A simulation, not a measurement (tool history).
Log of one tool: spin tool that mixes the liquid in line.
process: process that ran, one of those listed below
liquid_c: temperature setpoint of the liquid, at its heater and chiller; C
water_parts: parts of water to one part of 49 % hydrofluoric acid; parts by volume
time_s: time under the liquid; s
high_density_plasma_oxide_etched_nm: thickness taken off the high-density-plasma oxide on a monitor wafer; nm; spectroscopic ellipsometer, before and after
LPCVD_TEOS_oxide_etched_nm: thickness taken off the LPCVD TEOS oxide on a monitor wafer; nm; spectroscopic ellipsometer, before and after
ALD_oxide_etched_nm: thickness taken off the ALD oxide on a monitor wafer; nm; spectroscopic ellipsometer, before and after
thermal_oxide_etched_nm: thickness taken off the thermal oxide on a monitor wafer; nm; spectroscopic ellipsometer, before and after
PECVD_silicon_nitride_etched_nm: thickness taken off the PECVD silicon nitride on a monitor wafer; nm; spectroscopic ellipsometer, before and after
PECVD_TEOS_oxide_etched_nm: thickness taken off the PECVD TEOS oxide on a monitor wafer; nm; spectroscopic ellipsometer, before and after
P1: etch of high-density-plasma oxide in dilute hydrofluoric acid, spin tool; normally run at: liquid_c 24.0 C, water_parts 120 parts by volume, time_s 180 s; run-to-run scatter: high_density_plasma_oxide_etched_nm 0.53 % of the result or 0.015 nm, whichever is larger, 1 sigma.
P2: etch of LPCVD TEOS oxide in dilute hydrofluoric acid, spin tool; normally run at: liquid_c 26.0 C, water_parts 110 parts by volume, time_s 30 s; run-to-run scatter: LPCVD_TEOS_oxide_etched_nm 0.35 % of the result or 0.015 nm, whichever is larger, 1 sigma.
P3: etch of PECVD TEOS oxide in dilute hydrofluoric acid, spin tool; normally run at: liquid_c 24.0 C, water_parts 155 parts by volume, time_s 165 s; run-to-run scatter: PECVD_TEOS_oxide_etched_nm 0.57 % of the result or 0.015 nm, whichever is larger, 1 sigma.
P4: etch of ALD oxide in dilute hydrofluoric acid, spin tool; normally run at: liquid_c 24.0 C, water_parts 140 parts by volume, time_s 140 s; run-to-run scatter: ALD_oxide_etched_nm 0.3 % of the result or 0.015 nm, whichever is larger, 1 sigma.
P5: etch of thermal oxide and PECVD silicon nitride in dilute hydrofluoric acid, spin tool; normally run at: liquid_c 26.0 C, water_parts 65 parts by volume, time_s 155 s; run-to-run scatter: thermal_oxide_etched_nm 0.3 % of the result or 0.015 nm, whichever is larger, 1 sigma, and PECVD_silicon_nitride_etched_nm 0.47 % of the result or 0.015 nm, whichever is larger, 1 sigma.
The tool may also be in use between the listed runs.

run   hour  process  liquid_c  water_parts  time_s  hours since the thermometer was replaced  hours since the hydrofluoric acid flow meter was replaced  high_density_plasma_oxide_etched_nm  LPCVD_TEOS_oxide_etched_nm  ALD_oxide_etched_nm  thermal_oxide_etched_nm  PECVD_silicon_nitride_etched_nm  PECVD_TEOS_oxide_etched_nm
  1    5.4       P1      24.0          120     180                                     127.5                                                     1020.7                               9.5122
  2    9.0       P2      26.0          110      15                                     131.1                                                     1024.3                                                           8.3592
  3   15.4       P2      26.0          110      30                                     137.5                                                     1030.7                                                          16.8320
  4   18.5       P4      24.0          140     140                                     140.6                                                     1033.8                                                                               17.1360
  5   23.2       P5      26.0           20     155                                     145.3                                                     1038.5                                                                                                         42.108                          14.6490
  6   29.2       P3      31.0          155     165                                     151.3                                                     1044.5                                                                                                                                                                      17.414
  7   32.2       P2      19.0          110      30                                     154.3                                                     1047.5                                                          12.7080
  8   37.8       P4      20.0          140     140                                     159.9                                                     1053.1                                                                               14.6440
  9   41.7       P1      24.0          120     345                                     163.8                                                     1057.0                              18.2910
 10   47.8       P1      24.0          120     180                                     169.9                                                     1063.1                               9.6472
 11   51.5       P1      24.0          120     180                                     173.6                                                     1066.8                               9.5113
 12   57.2       P1      24.0          120     180                                     179.3                                                     1072.5                               9.5362
 13   60.2       P1      24.0          120     180                                     182.3                                                     1075.5                               9.5301
 14   66.4       P1      28.5          120     180                                     188.5                                                     1081.7                              11.4330
 15   71.4       P4      24.0          235     140                                     193.5                                                     1086.7                                                                                9.2049
 16   75.9       P5      26.0           65     155                                     198.0                                                     1091.2                                                                                                         12.031                           4.6604
 17   80.9       P3      24.0          155     165                                     203.0                                                     1096.2                                                                                                                                                                      13.406
 18   84.8       P5      32.5           65     155                                     206.9                                                     1100.1                                                                                                         15.591                           7.0836
 19   90.0       P4      24.0          140      40                                     212.1                                                     1105.3                                                                                4.8873
      91.0  -- thermometer replaced
 20   94.0       P1      24.0          190     330                                       3.1                                                     1109.3                              10.2900
 21   97.5       P1      24.0           55     180                                       6.6                                                     1112.8                              22.3790
 22  102.7       P5      26.0           65     155                                      11.8                                                     1118.0                                                                                                         12.057                           4.6168
 23  109.4       P4      24.0          140     140                                      18.5                                                     1124.7                                                                               17.1490
 24  114.9       P1      24.0          205     180                                      24.0                                                     1130.2                               5.1206
 25  120.7       P3      24.0          155     315                                      29.8                                                     1136.0                                                                                                                                                                      25.974
 26  127.1       P2      26.0           55      30                                      36.2                                                     1142.4                                                          35.9410
 27  131.7       P1      20.5          120     180                                      40.8                                                     1147.0                               8.2733
 28  134.6       P5      26.0           65     270                                      43.7                                                     1149.9                                                                                                         21.122                           8.1411
 29  138.2       P1      24.0          120      75                                      47.3                                                     1153.5                               3.9806
 30  141.8       P1      24.0          120     180                                      50.9                                                     1157.1                               9.5489

Run 31 comes next. What will it give?
 31  144.7       P3      24.0           60     165                                      53.8                                                     1160.0                                                                                                                                                                           ?

Run 31 gave PECVD_TEOS_oxide_etched_nm 39.207 nm.
